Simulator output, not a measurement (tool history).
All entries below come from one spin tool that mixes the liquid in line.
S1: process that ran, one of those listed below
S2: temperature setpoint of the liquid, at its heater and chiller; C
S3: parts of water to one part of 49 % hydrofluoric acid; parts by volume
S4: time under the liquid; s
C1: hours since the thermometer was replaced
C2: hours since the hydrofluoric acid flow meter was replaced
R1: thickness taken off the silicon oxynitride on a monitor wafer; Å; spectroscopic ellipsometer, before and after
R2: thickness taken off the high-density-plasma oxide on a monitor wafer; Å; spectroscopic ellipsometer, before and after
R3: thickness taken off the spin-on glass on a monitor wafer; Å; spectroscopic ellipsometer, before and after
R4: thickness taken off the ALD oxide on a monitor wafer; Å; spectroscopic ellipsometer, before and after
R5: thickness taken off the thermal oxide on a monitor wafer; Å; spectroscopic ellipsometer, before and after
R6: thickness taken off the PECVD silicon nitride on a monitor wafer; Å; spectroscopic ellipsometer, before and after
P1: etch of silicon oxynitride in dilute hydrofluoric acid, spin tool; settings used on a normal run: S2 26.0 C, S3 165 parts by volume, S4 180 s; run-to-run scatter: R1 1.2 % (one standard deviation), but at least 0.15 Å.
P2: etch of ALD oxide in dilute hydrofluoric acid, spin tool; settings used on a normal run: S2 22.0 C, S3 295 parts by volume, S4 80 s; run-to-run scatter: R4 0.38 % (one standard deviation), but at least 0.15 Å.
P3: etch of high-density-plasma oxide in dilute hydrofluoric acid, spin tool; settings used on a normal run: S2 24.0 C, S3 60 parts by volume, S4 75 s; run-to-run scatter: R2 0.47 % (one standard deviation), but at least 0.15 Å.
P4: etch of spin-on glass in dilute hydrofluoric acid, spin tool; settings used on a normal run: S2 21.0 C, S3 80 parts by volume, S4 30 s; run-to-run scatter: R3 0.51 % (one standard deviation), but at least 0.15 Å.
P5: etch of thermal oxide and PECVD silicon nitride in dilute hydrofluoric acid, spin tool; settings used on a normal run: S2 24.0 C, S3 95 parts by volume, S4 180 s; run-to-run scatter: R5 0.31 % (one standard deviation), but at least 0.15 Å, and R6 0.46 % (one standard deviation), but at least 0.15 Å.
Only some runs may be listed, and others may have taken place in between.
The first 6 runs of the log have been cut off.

{"run": 7, "hour": 99.8, "S1": "P1", "S2": 26.0, "S3": 165, "S4": 180, "C1": 661.2, "C2": 516.0, "R1": 18.816}
{"run": 8, "hour": 112.9, "S1": "P3", "S2": 32.5, "S3": 60, "S4": 75, "C1": 674.3, "C2": 529.1, "R2": 97.121}
{"run": 9, "hour": 123.0, "S1": "P1", "S2": 26.0, "S3": 165, "S4": 265, "C1": 684.4, "C2": 539.2, "R1": 28.363}
{"run": 10, "hour": 136.9, "S1": "P2", "S2": 22.0, "S3": 295, "S4": 15, "C1": 698.3, "C2": 553.1, "R4": 12.381}
{"run": 11, "hour": 150.5, "S1": "P5", "S2": 24.0, "S3": 95, "S4": 180, "C1": 711.9, "C2": 566.7, "R5": 86.958, "R6": 105.41}
{"run": 12, "hour": 161.1, "S1": "P1", "S2": 26.0, "S3": 165, "S4": 180, "C1": 722.5, "C2": 577.3, "R1": 19.51}
{"run": 13, "hour": 171.1, "S1": "P1", "S2": 30.0, "S3": 165, "S4": 180, "C1": 732.5, "C2": 587.3, "R1": 22.435}
{"run": 14, "hour": 187.9, "S1": "P4", "S2": 21.0, "S3": 80, "S4": 30, "C1": 749.3, "C2": 604.1, "R3": 152.44}
{"run": 15, "hour": 204.1, "S1": "P5", "S2": 24.0, "S3": 95, "S4": 180, "C1": 765.5, "C2": 620.3, "R5": 87.438, "R6": 104.48}
{"run": 16, "hour": 215.5, "S1": "P2", "S2": 22.0, "S3": 100, "S4": 80, "C1": 776.9, "C2": 631.7, "R4": 239.28}
{"run": 17, "hour": 225.8, "S1": "P4", "S2": 26.5, "S3": 80, "S4": 30, "C1": 787.2, "C2": 642.0, "R3": 191.04}
{"run": 18, "hour": 244.5, "S1": "P1", "S2": 20.5, "S3": 255, "S4": 180, "C1": 805.9, "C2": 660.7, "R1": 8.7629}
{"run": 19, "hour": 258.1, "S1": "P3", "S2": 24.0, "S3": 60, "S4": 120, "C1": 819.5, "C2": 674.3, "R2": 110.59}
{"run": 20, "hour": 273.6, "S1": "P3", "S2": 24.0, "S3": 60, "S4": 75, "C1": 835.0, "C2": 689.8, "R2": 69.169}
{"run": 21, "hour": 285.9, "S1": "P4", "S2": 21.0, "S3": 80, "S4": 30, "C1": 847.3, "C2": 702.1, "R3": 153.12}

Run 22 comes next. What will it give?
{"run": 22, "hour": 304.8, "S1": "P1", "S2": 26.0, "S3": 165, "S4": 180, "C1": 866.2, "C2": 721.0, "R1": "?"}

Run 22 gave R1 18.7990 Å.
